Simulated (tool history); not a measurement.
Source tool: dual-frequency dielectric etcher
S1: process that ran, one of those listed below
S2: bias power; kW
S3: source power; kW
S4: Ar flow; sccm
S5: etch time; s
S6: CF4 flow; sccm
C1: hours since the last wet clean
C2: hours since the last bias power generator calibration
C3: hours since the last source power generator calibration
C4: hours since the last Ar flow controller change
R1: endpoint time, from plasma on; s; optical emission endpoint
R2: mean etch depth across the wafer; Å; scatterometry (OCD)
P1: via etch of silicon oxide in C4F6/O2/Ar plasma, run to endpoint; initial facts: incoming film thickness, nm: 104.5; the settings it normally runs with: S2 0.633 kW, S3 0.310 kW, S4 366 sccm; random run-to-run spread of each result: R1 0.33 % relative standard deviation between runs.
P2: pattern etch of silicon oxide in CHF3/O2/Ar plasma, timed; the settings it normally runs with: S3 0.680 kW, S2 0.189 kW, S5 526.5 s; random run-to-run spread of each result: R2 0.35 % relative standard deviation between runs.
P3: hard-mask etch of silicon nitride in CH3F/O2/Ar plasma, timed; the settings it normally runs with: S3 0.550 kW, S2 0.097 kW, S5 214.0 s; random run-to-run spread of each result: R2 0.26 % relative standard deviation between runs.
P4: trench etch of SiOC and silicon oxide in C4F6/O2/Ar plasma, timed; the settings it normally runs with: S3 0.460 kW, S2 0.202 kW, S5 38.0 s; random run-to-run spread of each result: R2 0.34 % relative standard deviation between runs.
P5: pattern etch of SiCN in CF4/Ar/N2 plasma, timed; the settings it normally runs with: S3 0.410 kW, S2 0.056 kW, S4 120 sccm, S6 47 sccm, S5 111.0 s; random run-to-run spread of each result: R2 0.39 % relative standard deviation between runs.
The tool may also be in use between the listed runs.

run	hour	S1	S2	S3	S4	S5	S6	C1	C2	C3	C4	R1	R2
1	8.7	P1	0.633	0.310	366			138.9	1347.7	1867.1	1069.8	23.211	
2	14.6	P1	0.420	0.310	366			144.8	1353.6	1873.0	1075.7	27.031	
3	21.2	P2	0.189	0.680		526.5		151.4	1360.2	1879.6	1082.3		11041.00
4	25.8	P1	0.839	0.310	366			156.0	1364.8	1884.2	1086.9	20.766	
5	33.6	P1	0.633	0.310	366			163.8	1372.6	1892.0	1094.7	23.297	
6	41.4	P1	0.395	0.310	487			171.6	1380.4	1899.8	1102.5	28.566	
7	50.1	P1	0.633	0.310	366			180.3	1389.1	1908.5	1111.2	23.312	
8	58.8	P5	0.056	0.410	120	111.0	38	189.0	1397.8	1917.2	1119.9		695.04
9	68.6	P3	0.061	0.550		214.0		198.8	1407.6	1927.0	1129.7		1650.10
10	75.3	P2	0.127	0.680		526.5		205.5	1414.3	1933.7	1136.4		9745.70
11	81.0	P5	0.056	0.410	120	111.0	47	211.2	1420.0	1939.4	1142.1		726.41
12	90.4	P1	0.633	0.310	366			220.6	1429.4	1948.8	1151.5	23.182	
13	100.4	P1	0.633	0.310	366			230.6	1439.4	1958.8	1161.5	23.313	
14	108.6	P4	0.202	0.660		38.0		238.8	1447.6	1967.0	1169.7		936.72
15	117.1	P4	0.202	0.460		21.0		247.3	1456.1	1975.5	1178.2		448.72
16	123.1	P3	0.097	0.550		214.0		253.3	1462.1	1981.5	1184.2		1932.00
17	133.1	P4	0.138	0.460		38.0		263.3	1472.1	1991.5	1194.2		727.71
18	138.9	P1	0.633	0.430	366			269.1	1477.9	1997.3	1200.0	20.674	
19	146.6	P5	0.056	0.410	120	111.0	47	276.8	1485.6	2005.0	1207.7		720.56
20	155.6	P2	0.189	0.680		318.0		285.8	1494.6	2014.0	1216.7		6672.50
21	165.1	P1	0.633	0.310	287			295.3	1504.1	2023.5	1226.2	22.553	
22	174.9	P3	0.097	0.550		167.5		305.1	1513.9	2033.3	1236.0		1512.00
23	182.2	P5	0.075	0.410	120	111.0	47	312.4	1521.2	2040.6	1243.3		803.47
24	191.4	P4	0.202	0.460		38.0		321.6	1530.4	2049.8	1252.5		814.11
25	201.1	P4	0.202	0.460		38.0		331.3	1540.1	2059.5	1262.2		815.89
26	210.7	P1	0.633	0.250	366			340.9	1549.7	2069.1	1271.8	25.078	
# hour 218.6: bias power generator calibrated
27	220.1	P3	0.097	0.670		214.0		350.3	1.6	2078.5	1281.2		2082.60
28	228.0	P1	0.633	0.310	435			358.2	9.5	2086.4	1289.1	23.431	
29	234.8	P5	0.056	0.280	120	111.0	47	365.0	16.3	2093.2	1295.9		518.02
30	243.2	P5	0.056	0.410	120	146.0	47	373.4	24.7	2101.6	1304.3		948.16
31	248.4	P1	0.633	0.310	366			378.6	29.9	2106.8	1309.5	23.290	
32	254.8	P5	0.056	0.410	90	111.0	47	385.0	36.3	2113.2	1315.9		756.37
33	262.6	P2	0.189	0.510		526.5		392.8	44.1	2121.0	1323.7		9946.60
34	272.6	P1	0.633	0.310	366			402.8	54.1	2131.0	1333.7	23.211	
35	278.1	P1	0.633	0.310	366			408.3	59.6	2136.5	1339.2	23.237	
36	283.1	P1	0.633	0.310	366			413.3	64.6	2141.5	1344.2	23.566	
37	289.8	P1	0.633	0.310	366			420.0	71.3	2148.2	1350.9	23.467	
# hour 295.9: wet clean of the chamber
38	298.9	P1	0.633	0.310	366			3.1	80.4	2157.3	1360.0	23.569	
39	307.5	P1	0.633	0.310	366			11.7	89.0	2165.9	1368.6	23.807	
40	313.5	P1	0.633	0.310	366			17.7	95.0	2171.9	1374.6	23.583	
41	320.7	P1	0.633	0.310	366			24.9	102.2	2179.1	1381.8	23.586	

What P1 gives has crept off from where it sat before. The 2 causes that follow fit the log equally well, each at the size noted:
A: bias power that arrives under what is set, % = 4.55
B: source power that arrives under what is set, % = 4.87
Creep in the process output first set in at about hour 272.6.
The rest of the possible causes, and what rules out each one:
chamber walls in a state that lowers the etch rate, %: was serviced at hour 295.9, once the creep was under way, yet the earlier output never came back
Ar flow that arrives over what is set, %: cannot exceed 8; that much would move R1 by +0.9 %, which falls short of the creep or goes against it

Which of the check runs below tells the causes apart, meaning the causes would give it clearly different results? Each run uses 2 wafers whose results are averaged, and each result is shown as a question mark.
check 1	327.9	P2	0.189	0.680		526.5							?
check 2	327.9	P4	0.202	0.460		38.0							?
check 3	327.9	P5	0.056	0.410	120	111.0	47						?
check 4	327.9	P3	0.097	0.550		214.0							?

Predicted outcomes, by check and by cause:
check	result	if A	if B
check 1	R2	10885.00	10847.00
check 2	R2	799.73	796.17
check 3	R2	709.65	691.05
check 4	R2	1902.70	1898.60
Per check, the gap between the least separated pair of causes, taken in the result that splits them most: check 1 0.35 %; check 2 0.45 %; check 3 2.66 %; check 4 0.21 %
Check 3 tells the causes apart: in the others they would give nearly the same result.

Then check 3 was run and gave: R2 693.07 Å. Which cause is it?

B is the cause: source power that arrives under what is set, %.
